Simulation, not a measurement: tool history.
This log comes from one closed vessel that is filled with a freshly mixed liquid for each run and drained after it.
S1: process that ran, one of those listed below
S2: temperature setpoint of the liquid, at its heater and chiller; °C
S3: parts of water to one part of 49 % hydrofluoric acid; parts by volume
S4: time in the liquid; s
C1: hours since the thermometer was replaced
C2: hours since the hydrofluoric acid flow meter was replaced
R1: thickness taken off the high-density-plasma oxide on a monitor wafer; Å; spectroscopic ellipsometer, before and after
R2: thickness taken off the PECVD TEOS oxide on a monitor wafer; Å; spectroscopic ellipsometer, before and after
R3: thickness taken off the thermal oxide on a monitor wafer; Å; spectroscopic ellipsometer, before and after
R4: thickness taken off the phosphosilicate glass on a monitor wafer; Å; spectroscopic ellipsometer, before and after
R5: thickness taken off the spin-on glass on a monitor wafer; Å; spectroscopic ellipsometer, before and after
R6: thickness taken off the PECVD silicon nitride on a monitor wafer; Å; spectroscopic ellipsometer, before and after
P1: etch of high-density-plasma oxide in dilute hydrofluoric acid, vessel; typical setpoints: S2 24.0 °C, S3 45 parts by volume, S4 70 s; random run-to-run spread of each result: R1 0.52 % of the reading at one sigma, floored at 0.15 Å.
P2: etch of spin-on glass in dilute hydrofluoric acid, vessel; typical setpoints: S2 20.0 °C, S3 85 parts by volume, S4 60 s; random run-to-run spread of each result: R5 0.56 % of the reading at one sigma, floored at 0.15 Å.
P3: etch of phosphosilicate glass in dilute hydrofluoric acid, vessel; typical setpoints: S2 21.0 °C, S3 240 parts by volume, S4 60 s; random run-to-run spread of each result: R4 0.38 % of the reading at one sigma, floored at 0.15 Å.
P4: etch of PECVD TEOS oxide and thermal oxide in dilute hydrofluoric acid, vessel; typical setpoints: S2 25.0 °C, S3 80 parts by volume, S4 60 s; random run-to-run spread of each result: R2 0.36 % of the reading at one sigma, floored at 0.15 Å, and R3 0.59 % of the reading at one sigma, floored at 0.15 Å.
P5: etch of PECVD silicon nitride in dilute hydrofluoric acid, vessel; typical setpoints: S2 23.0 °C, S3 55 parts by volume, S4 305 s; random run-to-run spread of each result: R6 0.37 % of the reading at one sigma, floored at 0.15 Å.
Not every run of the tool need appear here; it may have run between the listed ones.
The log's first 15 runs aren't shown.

run     day  S1    S2   S3   S4      C1      C2       R1       R2      R3      R4      R5       R6
 16   5.379  P3  21.0  100   60   825.0  1445.9                            455.89
 17   5.792  P3  29.0  240   60   834.9  1455.8                            221.38
 18   6.296  P3  21.0  240   60   847.0  1467.9                            164.75
 19   6.588  P5  18.0   55  305   854.0  1474.9                                             65.053
 20   6.883  P2  20.0   25   60   861.1  1482.0                                    771.85
 21   7.117  P2  17.0   85   60   866.7  1487.6                                    189.14
 22   7.592  P4  25.0   80   30   878.1  1499.0            69.596  19.508
 23   7.950  P1  24.0   20   70   886.7  1507.6  225.600
 24   8.238  P5  23.0   55  595   893.6  1514.5                                            177.730
 25   8.654  P2  20.0   85   95   903.6  1524.5                                    338.00
 26   9.062  P1  24.0   45   70   913.4  1534.3   96.963
 27   9.396  P2  20.0   85   60   921.4  1542.3                                    213.73
 28   9.733  P5  23.0   20  305   929.5  1550.4                                            243.000
 29   9.988  P1  28.0   45  110   935.6  1556.5  180.040
 30  10.462  P5  23.0   55  305   947.0  1567.9                                             91.077
 31  10.738  P4  25.0   50   60   953.6  1574.5           232.850  64.303
 32  11.250  P1  24.0   45   70   965.9  1586.8   97.123
 33  11.558  P1  24.0   45   70   973.3  1594.2  100.040
 34  11.958  P1  24.0   45   70   982.9  1603.8  101.290
 35  12.292  P1  24.0   45   70   990.9  1611.8  102.540
 36  12.717  P1  24.0   45   70  1001.1  1622.0  103.930

Expected results for the next run?
 37  13.092  P1  24.0  45  70  1010.1  1631.0   ?

Run 37 yielded R1 103.070 Å.
